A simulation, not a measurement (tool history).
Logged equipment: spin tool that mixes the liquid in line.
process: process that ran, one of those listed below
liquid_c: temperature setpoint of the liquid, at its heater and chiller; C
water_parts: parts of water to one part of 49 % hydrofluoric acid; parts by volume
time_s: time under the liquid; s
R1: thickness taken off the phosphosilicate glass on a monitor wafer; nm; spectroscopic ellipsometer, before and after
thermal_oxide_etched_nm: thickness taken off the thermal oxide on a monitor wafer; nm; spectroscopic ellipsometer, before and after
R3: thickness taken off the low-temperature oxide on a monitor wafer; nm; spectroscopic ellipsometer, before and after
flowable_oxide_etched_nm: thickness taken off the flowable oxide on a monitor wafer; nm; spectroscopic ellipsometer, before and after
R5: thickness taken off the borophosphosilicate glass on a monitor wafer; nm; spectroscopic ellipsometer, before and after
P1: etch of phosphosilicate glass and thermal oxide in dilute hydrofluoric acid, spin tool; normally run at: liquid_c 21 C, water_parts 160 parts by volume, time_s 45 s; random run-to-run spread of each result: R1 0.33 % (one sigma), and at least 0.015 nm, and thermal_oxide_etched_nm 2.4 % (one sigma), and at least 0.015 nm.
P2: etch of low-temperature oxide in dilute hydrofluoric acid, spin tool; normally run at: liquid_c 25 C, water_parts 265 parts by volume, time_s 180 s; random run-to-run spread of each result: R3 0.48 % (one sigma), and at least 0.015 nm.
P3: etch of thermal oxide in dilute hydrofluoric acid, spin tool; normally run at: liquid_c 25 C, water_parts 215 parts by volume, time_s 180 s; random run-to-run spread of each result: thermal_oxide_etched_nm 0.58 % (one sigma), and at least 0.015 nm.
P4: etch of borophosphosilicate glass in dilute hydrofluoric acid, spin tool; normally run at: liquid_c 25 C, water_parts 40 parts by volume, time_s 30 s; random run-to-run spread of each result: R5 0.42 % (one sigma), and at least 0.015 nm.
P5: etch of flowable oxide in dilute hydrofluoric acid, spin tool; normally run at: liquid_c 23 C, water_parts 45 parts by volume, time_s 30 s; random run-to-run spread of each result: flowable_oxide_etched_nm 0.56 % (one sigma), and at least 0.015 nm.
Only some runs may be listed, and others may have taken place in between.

run 1 hour=8.1 | process=P1 liquid_c=21 water_parts=160 time_s=45 | R1=46.412 thermal_oxide_etched_nm=0.96537
run 2 hour=13.4 | process=P2 liquid_c=25 water_parts=390 time_s=180 | R3=6.9984
run 3 hour=21.6 | process=P1 liquid_c=21 water_parts=290 time_s=45 | R1=22.639 thermal_oxide_etched_nm=0.4981
run 4 hour=25.8 | process=P5 liquid_c=23 water_parts=45 time_s=50 | flowable_oxide_etched_nm=62.555
run 5 hour=32.8 | process=P1 liquid_c=28.5 water_parts=160 time_s=25 | R1=34.164 thermal_oxide_etched_nm=0.75831
run 6 hour=39.8 | process=P2 liquid_c=25 water_parts=265 time_s=180 | R3=11.52
run 7 hour=45.5 | process=P3 liquid_c=17 water_parts=215 time_s=180 | thermal_oxide_etched_nm=2.7973
run 8 hour=51 | process=P1 liquid_c=21 water_parts=160 time_s=85 | R1=87.512 thermal_oxide_etched_nm=1.953
run 9 hour=58.9 | process=P5 liquid_c=23 water_parts=45 time_s=30 | flowable_oxide_etched_nm=37.526
run 10 hour=67 | process=P5 liquid_c=29.5 water_parts=45 time_s=30 | flowable_oxide_etched_nm=48.738
run 11 hour=75.8 | process=P4 liquid_c=25 water_parts=40 time_s=30 | R5=42.397
run 12 hour=80.6 | process=P3 liquid_c=25 water_parts=215 time_s=180 | thermal_oxide_etched_nm=3.7615
run 13 hour=89 | process=P4 liquid_c=25 water_parts=40 time_s=45 | R5=63.552
run 14 hour=98.1 | process=P1 liquid_c=21 water_parts=160 time_s=45 | R1=46.143 thermal_oxide_etched_nm=0.99801
run 15 hour=107.1 | process=P2 liquid_c=25 water_parts=265 time_s=315 | R3=20.233
run 16 hour=114.6 | process=P5 liquid_c=23 water_parts=45 time_s=30 | flowable_oxide_etched_nm=37.739
run 17 hour=119 | process=P1 liquid_c=17 water_parts=160 time_s=45 | R1=39.414 thermal_oxide_etched_nm=0.87542
run 18 hour=126.6 | process=P4 liquid_c=25 water_parts=40 time_s=30 | R5=42.48
run 19 hour=130.9 | process=P1 liquid_c=29.5 water_parts=160 time_s=45 | R1=64.094 thermal_oxide_etched_nm=1.3934
run 20 hour=138.6 | process=P4 liquid_c=32.5 water_parts=40 time_s=30 | R5=57.777
run 21 hour=147.6 | process=P2 liquid_c=33.5 water_parts=265 time_s=180 | R3=15.446
run 22 hour=156 | process=P1 liquid_c=21 water_parts=160 time_s=15 | R1=15.472 thermal_oxide_etched_nm=0.34609
run 23 hour=164.5 | process=P5 liquid_c=23 water_parts=75 time_s=30 | flowable_oxide_etched_nm=21.721
run 24 hour=169.6 | process=P1 liquid_c=21 water_parts=160 time_s=45 | R1=46.202 thermal_oxide_etched_nm=0.96131
run 25 hour=174.3 | process=P1 liquid_c=17 water_parts=85 time_s=45 | R1=80.267 thermal_oxide_etched_nm=1.6822
run 26 hour=178.9 | process=P1 liquid_c=21 water_parts=90 time_s=45 | R1=89.054 thermal_oxide_etched_nm=1.8701
run 27 hour=186.8 | process=P1 liquid_c=21 water_parts=160 time_s=45 | R1=46.604 thermal_oxide_etched_nm=1.0515
run 28 hour=191.5 | process=P4 liquid_c=25 water_parts=20 time_s=30 | R5=87.407
run 29 hour=196 | process=P3 liquid_c=25 water_parts=395 time_s=180 | thermal_oxide_etched_nm=1.7253
run 30 hour=200.7 | process=P1 liquid_c=21 water_parts=160 time_s=45 | R1=46.548 thermal_oxide_etched_nm=1.0195
run 31 hour=209.2 | process=P2 liquid_c=25 water_parts=265 time_s=180 | R3=11.541
run 32 hour=218.3 | process=P3 liquid_c=25 water_parts=215 time_s=360 | thermal_oxide_etched_nm=7.6675
run 33 hour=222.7 | process=P1 liquid_c=21 water_parts=160 time_s=45 | R1=46.293 thermal_oxide_etched_nm=0.98326

The next listed run, before its measurement:
run 34 hour=228.2 | process=P1 liquid_c=21 water_parts=160 time_s=45 | R1=? thermal_oxide_etched_nm=?

Run 34 measured R1 45.267 nm, thermal_oxide_etched_nm 0.99518 nm.
